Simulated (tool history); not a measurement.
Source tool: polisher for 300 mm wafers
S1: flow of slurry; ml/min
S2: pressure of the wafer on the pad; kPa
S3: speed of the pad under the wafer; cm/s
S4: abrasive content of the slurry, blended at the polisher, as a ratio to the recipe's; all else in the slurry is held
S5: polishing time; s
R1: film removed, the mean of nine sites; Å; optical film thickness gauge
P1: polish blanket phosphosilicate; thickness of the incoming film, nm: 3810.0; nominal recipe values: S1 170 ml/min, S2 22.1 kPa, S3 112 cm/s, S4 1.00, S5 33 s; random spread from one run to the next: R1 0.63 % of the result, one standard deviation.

run 1 day=0.358 | S1=170 S2=22.1 S3=112 S4=1.00 S5=33 | R1=2632.1
run 2 day=0.738 | S1=170 S2=22.1 S3=112 S4=1.00 S5=33 | R1=2604.0
run 3 day=1.038 | S1=210 S2=22.1 S3=82 S4=1.00 S5=33 | R1=2096.0
-- day=1.262 conditioning disc replaced and pad reconditioned
-- day=1.408 slurry blender recalibrated
run 4 day=1.483 | S1=260 S2=22.1 S3=112 S4=1.00 S5=33 | R1=2750.8
run 5 day=1.758 | S1=170 S2=22.1 S3=64 S4=1.00 S5=33 | R1=1661.7
-- day=2.104 slurry nozzle cleaned
run 6 day=2.183 | S1=170 S2=22.1 S3=172 S4=1.00 S5=33 | R1=3660.1
run 7 day=2.608 | S1=170 S2=22.1 S3=112 S4=1.00 S5=15 | R1=1185.2
run 8 day=2.954 | S1=170 S2=11.7 S3=112 S4=1.00 S5=33 | R1=1398.0
run 9 day=3.183 | S1=170 S2=33.8 S3=112 S4=1.00 S5=33 | R1=3986.8
run 10 day=3.492 | S1=170 S2=22.1 S3=112 S4=1.00 S5=46 | R1=3637.5
run 11 day=3.721 | S1=170 S2=22.1 S3=112 S4=1.45 S5=33 | R1=3048.3
run 12 day=4.021 | S1=170 S2=22.1 S3=112 S4=0.55 S5=33 | R1=1908.3
run 13 day=4.233 | S1=170 S2=22.1 S3=112 S4=1.00 S5=33 | R1=2594.3
-- day=4.404 head pressure recalibrated
run 14 day=4.604 | S1=170 S2=22.1 S3=112 S4=1.00 S5=33 | R1=2598.6
run 15 day=5.062 | S1=100 S2=22.1 S3=112 S4=1.00 S5=33 | R1=2361.0
run 16 day=5.392 | S1=170 S2=22.1 S3=112 S4=1.00 S5=33 | R1=2605.6
run 17 day=5.596 | S1=170 S2=22.1 S3=112 S4=1.00 S5=33 | R1=2609.3
run 18 day=5.946 | S1=170 S2=22.1 S3=112 S4=1.00 S5=33 | R1=2607.2
run 19 day=6.317 | S1=170 S2=22.1 S3=112 S4=1.00 S5=33 | R1=2503.2
run 20 day=6.754 | S1=170 S2=22.1 S3=112 S4=1.00 S5=33 | R1=2398.8
run 21 day=7.158 | S1=170 S2=22.1 S3=112 S4=1.00 S5=33 | R1=2370.0
-- day=7.250 slurry nozzle cleaned
run 22 day=7.583 | S1=170 S2=22.1 S3=112 S4=1.00 S5=33 | R1=2347.8
-- day=7.700 head pressure recalibrated
-- day=7.842 conditioning disc replaced and pad reconditioned
run 23 day=8.025 | S1=170 S2=22.1 S3=112 S4=1.00 S5=33 | R1=2322.1
run 24 day=8.288 | S1=170 S2=22.1 S3=112 S4=1.00 S5=33 | R1=2301.8
run 25 day=8.612 | S1=170 S2=22.1 S3=112 S4=1.00 S5=33 | R1=2294.3
run 26 day=9.012 | S1=170 S2=22.1 S3=112 S4=1.00 S5=33 | R1=2321.1

What P1 gives has crept off from where it sat before. The 2 causes that follow fit the log equally well, each at the size noted:
A: removal rate lost through wear of the pad, % = 12.2
B: abrasive missing from the slurry, % = 23.4
The creep began at about day 5.946.
What rules out each remaining cause:
slurry flow missing at the pad, %: its service at day 7.250 followed the start of the drift and did not put the process back to its old value
head's pressure below its setpoint, %: its service at day 7.700 followed the start of the drift and did not put the process back to its old value
time polished since the conditioner stopped cutting, s: its service at day 7.842 followed the start of the drift and did not put the process back to its old value

The list below offers 4 check runs, each averaging the results of 5 wafers, and shows each result as a question mark. For which of them would the listed causes give clearly different results?
run check 1 day=9.412 | S1=170 S2=14.5 S3=112 S4=1.00 S5=43 | R1=?
run check 2 day=9.412 | S1=120 S2=22.1 S3=112 S4=1.00 S5=33 | R1=?
run check 3 day=9.412 | S1=105 S2=17.9 S3=112 S4=1.00 S5=33 | R1=?
run check 4 day=9.412 | S1=105 S2=22.1 S3=112 S4=1.40 S5=33 | R1=?

Predicted outcomes, by check and by cause:
check=check_1 result=R1 if_A=1961.1 if_B=1961.2
check=check_2 result=R1 if_A=2152.7 if_B=2152.9
check=check_3 result=R1 if_A=1697.2 if_B=1697.3
check=check_4 result=R1 if_A=2400.6 if_B=2454.4
Per check, the gap between the least separated pair of causes, taken in the result that splits them most: check 1 0.01 %; check 2 0.01 %; check 3 0.01 %; check 4 2.22 %
Of the check runs offered, only check 4 discriminates between the causes; the rest would read about the same regardless of which cause applies.

Here is what check 4 returned: R1 2449.9 Å. Which cause is it?

Of the candidate causes, it is B: abrasive missing from the slurry, %.
